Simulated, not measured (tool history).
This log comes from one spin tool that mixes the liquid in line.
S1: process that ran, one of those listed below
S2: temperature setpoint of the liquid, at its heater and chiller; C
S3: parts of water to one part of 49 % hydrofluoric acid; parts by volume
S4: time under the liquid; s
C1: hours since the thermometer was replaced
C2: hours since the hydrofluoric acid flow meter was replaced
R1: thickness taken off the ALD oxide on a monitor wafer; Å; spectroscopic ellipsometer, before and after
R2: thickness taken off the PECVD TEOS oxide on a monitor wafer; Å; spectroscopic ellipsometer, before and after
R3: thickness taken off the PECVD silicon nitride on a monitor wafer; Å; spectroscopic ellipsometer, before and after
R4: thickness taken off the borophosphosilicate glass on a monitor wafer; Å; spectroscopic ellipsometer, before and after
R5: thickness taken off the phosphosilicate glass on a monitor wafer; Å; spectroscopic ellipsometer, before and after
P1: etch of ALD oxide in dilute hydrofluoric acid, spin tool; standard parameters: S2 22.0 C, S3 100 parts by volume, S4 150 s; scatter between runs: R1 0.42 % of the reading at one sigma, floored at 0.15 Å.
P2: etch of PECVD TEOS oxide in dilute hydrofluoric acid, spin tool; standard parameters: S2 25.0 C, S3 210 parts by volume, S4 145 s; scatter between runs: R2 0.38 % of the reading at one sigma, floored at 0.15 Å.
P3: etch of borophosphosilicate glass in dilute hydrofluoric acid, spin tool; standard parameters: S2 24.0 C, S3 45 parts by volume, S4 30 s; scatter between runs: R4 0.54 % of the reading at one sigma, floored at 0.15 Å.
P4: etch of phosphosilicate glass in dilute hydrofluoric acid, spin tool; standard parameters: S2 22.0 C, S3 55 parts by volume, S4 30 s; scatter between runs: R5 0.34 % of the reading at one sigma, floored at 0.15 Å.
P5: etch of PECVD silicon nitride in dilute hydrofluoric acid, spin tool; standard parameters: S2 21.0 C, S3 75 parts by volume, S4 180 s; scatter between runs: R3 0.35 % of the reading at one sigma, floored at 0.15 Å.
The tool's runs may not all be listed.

run   hour  S1    S2   S3   S4     C1     C2       R1        R2       R3      R4      R5
  1    8.4  P1  22.0  100  150  247.5  119.6  188.500
  2   14.2  P1  22.0   25  150  253.3  125.4  831.970
  3   23.5  P2  25.0  210  145  262.6  134.7            53.4410
  4   30.7  P1  22.0  100  150  269.8  141.9  188.850
  5   36.4  P5  21.0   75  180  275.5  147.6                      76.700
  6   45.5  P5  21.0   75  355  284.6  156.7                     151.740
  7   53.9  P3  24.0   65   30  293.0  165.1                              182.39
  8   62.4  P4  22.0   35   30  301.5  173.6                                      506.61
  9   71.8  P3  24.0   45   30  310.9  183.0                              269.76
 10   79.9  P2  31.5  210  145  319.0  191.1            66.8730
 11   91.1  P1  22.0  100  150  330.2  202.3  190.140
 12  103.1  P5  17.0   75  180  342.2  214.3                      58.326
 13  111.8  P1  22.0  100  150  350.9  223.0  188.570
 14  118.4  P3  24.0   45   30  357.5  229.6                              271.67
 15  124.5  P1  22.0  145  150  363.6  235.7  124.060
 16  136.1  P1  29.0  100  150  375.2  247.3  247.360
 17  147.8  P2  25.0  210   15  386.9  259.0             5.2795
 18  155.4  P1  17.0  100   75  394.5  266.6   76.888
 19  162.5  P4  22.0   55   30  401.6  273.7                                      313.09
 20  170.2  P2  25.0   80  145  409.3  281.4           162.5100
 21  179.3  P5  21.0   75  180  418.4  290.5                      76.754
 22  185.0  P4  22.0   55   15  424.1  296.2                                      156.41
 23  196.7  P1  22.0  100  245  435.8  307.9  307.740
 24  207.3  P1  22.0  100  150  446.4  318.5  188.870
 25  216.0  P3  17.0   45   30  455.1  327.2                              202.78
 26  226.9  P5  21.0   20  180  466.0  338.1                     275.490
 27  234.4  P1  22.0  100   15  473.5  345.6   18.895
 28  239.6  P3  24.0   45   15  478.7  350.8                              136.03
 29  244.9  P4  30.0   55   30  484.0  356.1                                      433.25
 30  253.7  P1  17.5  100  150  492.8  364.9  157.920
 31  263.5  P1  22.0  100  150  502.6  374.7  187.440
 32  274.7  P1  22.0  100  150  513.8  385.9  194.440

Run 33 is up next; what results do you expect?
 33  284.0  P1  22.0  100  150  523.1  395.2   ?

Run 33 yielded R1 196.650 Å.
